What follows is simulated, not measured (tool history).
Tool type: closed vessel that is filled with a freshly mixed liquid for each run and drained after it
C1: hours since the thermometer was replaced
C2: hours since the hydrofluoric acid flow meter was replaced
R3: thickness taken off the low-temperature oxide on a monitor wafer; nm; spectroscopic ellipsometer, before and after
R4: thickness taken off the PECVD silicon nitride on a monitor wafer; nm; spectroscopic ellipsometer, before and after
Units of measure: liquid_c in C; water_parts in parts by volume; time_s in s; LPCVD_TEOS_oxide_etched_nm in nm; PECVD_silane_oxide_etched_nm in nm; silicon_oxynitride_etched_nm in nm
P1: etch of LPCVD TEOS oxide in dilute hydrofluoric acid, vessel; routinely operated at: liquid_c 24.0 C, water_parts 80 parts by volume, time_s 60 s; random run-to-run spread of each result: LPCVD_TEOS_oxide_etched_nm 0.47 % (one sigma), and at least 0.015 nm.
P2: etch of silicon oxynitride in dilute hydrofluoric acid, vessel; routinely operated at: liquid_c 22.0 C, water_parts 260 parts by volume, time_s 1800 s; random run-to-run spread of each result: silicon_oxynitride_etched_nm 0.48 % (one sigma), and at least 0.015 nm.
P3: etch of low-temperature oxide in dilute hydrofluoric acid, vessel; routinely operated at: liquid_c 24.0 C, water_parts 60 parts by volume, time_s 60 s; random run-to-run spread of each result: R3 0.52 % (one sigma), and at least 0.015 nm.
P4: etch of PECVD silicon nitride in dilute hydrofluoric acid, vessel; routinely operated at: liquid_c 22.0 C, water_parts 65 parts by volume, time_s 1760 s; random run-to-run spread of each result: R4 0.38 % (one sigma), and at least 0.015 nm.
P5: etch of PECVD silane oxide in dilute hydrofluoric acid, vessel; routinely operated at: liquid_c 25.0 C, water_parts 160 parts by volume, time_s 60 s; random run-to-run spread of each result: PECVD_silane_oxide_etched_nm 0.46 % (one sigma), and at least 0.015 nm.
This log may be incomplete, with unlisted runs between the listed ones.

Run 1, day 0.300: process P1, liquid_c 24.0 C, water_parts 80 parts by volume, time_s 60 s; C1 1237.4; C2 659.0. Result: LPCVD_TEOS_oxide_etched_nm 29.771 nm.
Run 2, day 0.746: process P5, liquid_c 25.0 C, water_parts 30 parts by volume, time_s 60 s; C1 1248.1; C2 669.7. Result: PECVD_silane_oxide_etched_nm 71.1990 nm.
Run 3, day 0.983: process P3, liquid_c 24.0 C, water_parts 60 parts by volume, time_s 60 s; C1 1253.8; C2 675.4. Result: R3 37.105 nm.
Run 4, day 1.325: process P1, liquid_c 24.0 C, water_parts 80 parts by volume, time_s 60 s; C1 1262.0; C2 683.6. Result: LPCVD_TEOS_oxide_etched_nm 29.837 nm.
Run 5, day 1.712: process P1, liquid_c 31.5 C, water_parts 80 parts by volume, time_s 60 s; C1 1271.3; C2 692.9. Result: LPCVD_TEOS_oxide_etched_nm 39.837 nm.
Run 6, day 2.038: process P3, liquid_c 24.0 C, water_parts 60 parts by volume, time_s 60 s; C1 1279.1; C2 700.7. Result: R3 37.400 nm.
Run 7, day 2.325: process P3, liquid_c 18.0 C, water_parts 60 parts by volume, time_s 60 s; C1 1286.0; C2 707.6. Result: R3 29.113 nm.
Run 8, day 2.729: process P1, liquid_c 24.0 C, water_parts 110 parts by volume, time_s 60 s; C1 1295.7; C2 717.3. Result: LPCVD_TEOS_oxide_etched_nm 20.995 nm.
Run 9, day 3.012: process P4, liquid_c 22.0 C, water_parts 65 parts by volume, time_s 3125 s; C1 1302.5; C2 724.1. Result: R4 97.692 nm.
Run 10, day 3.442: process P1, liquid_c 24.0 C, water_parts 80 parts by volume, time_s 60 s; C1 1312.8; C2 734.4. Result: LPCVD_TEOS_oxide_etched_nm 29.786 nm.
Run 11, day 3.812: process P1, liquid_c 24.0 C, water_parts 40 parts by volume, time_s 60 s; C1 1321.7; C2 743.3. Result: LPCVD_TEOS_oxide_etched_nm 62.826 nm.
Run 12, day 4.112: process P2, liquid_c 22.0 C, water_parts 260 parts by volume, time_s 1800 s; C1 1328.9; C2 750.5. Result: silicon_oxynitride_etched_nm 10.116 nm.
Run 13, day 4.408: process P2, liquid_c 22.0 C, water_parts 260 parts by volume, time_s 1800 s; C1 1336.0; C2 757.6. Result: silicon_oxynitride_etched_nm 10.188 nm.
Run 14, day 4.883: process P2, liquid_c 22.0 C, water_parts 260 parts by volume, time_s 3310 s; C1 1347.4; C2 769.0. Result: silicon_oxynitride_etched_nm 18.781 nm.
Run 15, day 5.262: process P5, liquid_c 25.0 C, water_parts 160 parts by volume, time_s 30 s; C1 1356.5; C2 778.1. Result: PECVD_silane_oxide_etched_nm 5.6865 nm.
Run 16, day 5.529: process P5, liquid_c 25.0 C, water_parts 160 parts by volume, time_s 60 s; C1 1362.9; C2 784.5. Result: PECVD_silane_oxide_etched_nm 11.3700 nm.
Run 17, day 6.033: process P1, liquid_c 24.0 C, water_parts 80 parts by volume, time_s 60 s; C1 1375.0; C2 796.6. Result: LPCVD_TEOS_oxide_etched_nm 29.580 nm.
Run 18, day 6.354: process P1, liquid_c 24.0 C, water_parts 80 parts by volume, time_s 60 s; C1 1382.7; C2 804.3. Result: LPCVD_TEOS_oxide_etched_nm 29.973 nm.
Run 19, day 6.600: process P1, liquid_c 27.5 C, water_parts 120 parts by volume, time_s 60 s; C1 1388.6; C2 810.2. Result: LPCVD_TEOS_oxide_etched_nm 21.777 nm.
Run 20, day 6.988: process P5, liquid_c 33.0 C, water_parts 160 parts by volume, time_s 60 s; C1 1397.9; C2 819.5. Result: PECVD_silane_oxide_etched_nm 15.0990 nm.
Run 21, day 7.225: process P1, liquid_c 17.0 C, water_parts 80 parts by volume, time_s 60 s; C1 1403.6; C2 825.2. Result: LPCVD_TEOS_oxide_etched_nm 22.260 nm.
Run 22, day 7.717: process P2, liquid_c 29.5 C, water_parts 260 parts by volume, time_s 1800 s; C1 1415.4; C2 837.0. Result: silicon_oxynitride_etched_nm 13.959 nm.

Expected results for the next run?
Run 23, day 8.212: process P1, liquid_c 24.0 C, water_parts 80 parts by volume, time_s 105 s; C1 1427.3; C2 848.9. Result: LPCVD_TEOS_oxide_etched_nm ?.

{"run 23": {"LPCVD_TEOS_oxide_etched_nm": 52.171}}
